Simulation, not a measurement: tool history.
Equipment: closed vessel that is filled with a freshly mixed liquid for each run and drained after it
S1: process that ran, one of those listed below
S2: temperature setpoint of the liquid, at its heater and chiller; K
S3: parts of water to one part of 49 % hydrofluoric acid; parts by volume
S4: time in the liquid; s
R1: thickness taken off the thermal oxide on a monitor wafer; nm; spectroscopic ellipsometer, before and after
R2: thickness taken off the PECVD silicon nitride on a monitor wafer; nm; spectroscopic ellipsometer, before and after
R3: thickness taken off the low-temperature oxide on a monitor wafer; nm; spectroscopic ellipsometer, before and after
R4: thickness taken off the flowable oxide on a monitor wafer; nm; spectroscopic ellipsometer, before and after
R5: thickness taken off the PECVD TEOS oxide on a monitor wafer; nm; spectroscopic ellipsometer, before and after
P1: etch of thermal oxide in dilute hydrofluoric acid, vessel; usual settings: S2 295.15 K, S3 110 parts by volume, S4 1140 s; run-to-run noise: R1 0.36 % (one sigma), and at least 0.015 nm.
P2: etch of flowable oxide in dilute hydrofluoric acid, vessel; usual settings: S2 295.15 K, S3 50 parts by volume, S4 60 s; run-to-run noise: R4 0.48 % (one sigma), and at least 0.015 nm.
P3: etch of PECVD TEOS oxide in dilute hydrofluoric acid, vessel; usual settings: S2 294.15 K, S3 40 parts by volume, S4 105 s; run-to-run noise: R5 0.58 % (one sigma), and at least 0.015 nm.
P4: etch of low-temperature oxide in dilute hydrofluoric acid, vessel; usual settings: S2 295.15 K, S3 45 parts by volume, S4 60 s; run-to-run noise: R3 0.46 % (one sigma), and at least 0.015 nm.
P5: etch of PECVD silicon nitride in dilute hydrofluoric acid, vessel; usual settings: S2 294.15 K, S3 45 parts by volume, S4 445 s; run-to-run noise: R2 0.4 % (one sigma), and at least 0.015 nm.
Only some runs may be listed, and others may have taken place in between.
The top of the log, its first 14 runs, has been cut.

Run 15, hour 49.2: S1 P2, S2 290.15 K, S3 50 parts by volume, S4 60 s. Result: R4 41.864 nm.
Run 16, hour 51.9: S1 P3, S2 294.15 K, S3 40 parts by volume, S4 105 s. Result: R5 41.727 nm.
Run 17, hour 54.3: S1 P1, S2 295.15 K, S3 45 parts by volume, S4 1140 s. Result: R1 125.3100 nm.
Run 18, hour 56.8: S1 P5, S2 294.15 K, S3 45 parts by volume, S4 445 s. Result: R2 17.402 nm.
Run 19, hour 59.1: S1 P3, S2 294.15 K, S3 40 parts by volume, S4 30 s. Result: R5 11.958 nm.
Run 20, hour 63.0: S1 P5, S2 294.15 K, S3 45 parts by volume, S4 445 s. Result: R2 17.576 nm.
Run 21, hour 67.1: S1 P1, S2 290.15 K, S3 110 parts by volume, S4 250 s. Result: R1 8.4762 nm.
Run 22, hour 70.0: S1 P1, S2 295.15 K, S3 110 parts by volume, S4 1140 s. Result: R1 47.3420 nm.
Run 23, hour 73.5: S1 P1, S2 295.15 K, S3 110 parts by volume, S4 2230 s. Result: R1 92.9900 nm.
Run 24, hour 77.2: S1 P2, S2 295.15 K, S3 50 parts by volume, S4 60 s. Result: R4 51.885 nm.
Run 25, hour 79.6: S1 P5, S2 294.15 K, S3 45 parts by volume, S4 30 s. Result: R2 1.196 nm.
Run 26, hour 83.6: S1 P4, S2 290.15 K, S3 45 parts by volume, S4 60 s. Result: R3 21.911 nm.
Run 27, hour 86.9: S1 P3, S2 294.15 K, S3 40 parts by volume, S4 105 s. Result: R5 41.318 nm.
Run 28, hour 90.0: S1 P2, S2 295.15 K, S3 80 parts by volume, S4 60 s. Result: R4 31.019 nm.
Run 29, hour 94.1: S1 P4, S2 295.15 K, S3 45 parts by volume, S4 60 s. Result: R3 27.183 nm.
Run 30, hour 97.6: S1 P1, S2 290.15 K, S3 110 parts by volume, S4 1140 s. Result: R1 38.6300 nm.
Run 31, hour 101.5: S1 P5, S2 294.15 K, S3 25 parts by volume, S4 445 s. Result: R2 30.744 nm.
Run 32, hour 105.3: S1 P3, S2 294.15 K, S3 20 parts by volume, S4 105 s. Result: R5 85.044 nm.

Run 33 is up next; what results do you expect?
Run 33, hour 109.3: S1 P1, S2 295.15 K, S3 110 parts by volume, S4 1140 s. Result: R1 ?.

{"run 33": {"R1": 47.528}}

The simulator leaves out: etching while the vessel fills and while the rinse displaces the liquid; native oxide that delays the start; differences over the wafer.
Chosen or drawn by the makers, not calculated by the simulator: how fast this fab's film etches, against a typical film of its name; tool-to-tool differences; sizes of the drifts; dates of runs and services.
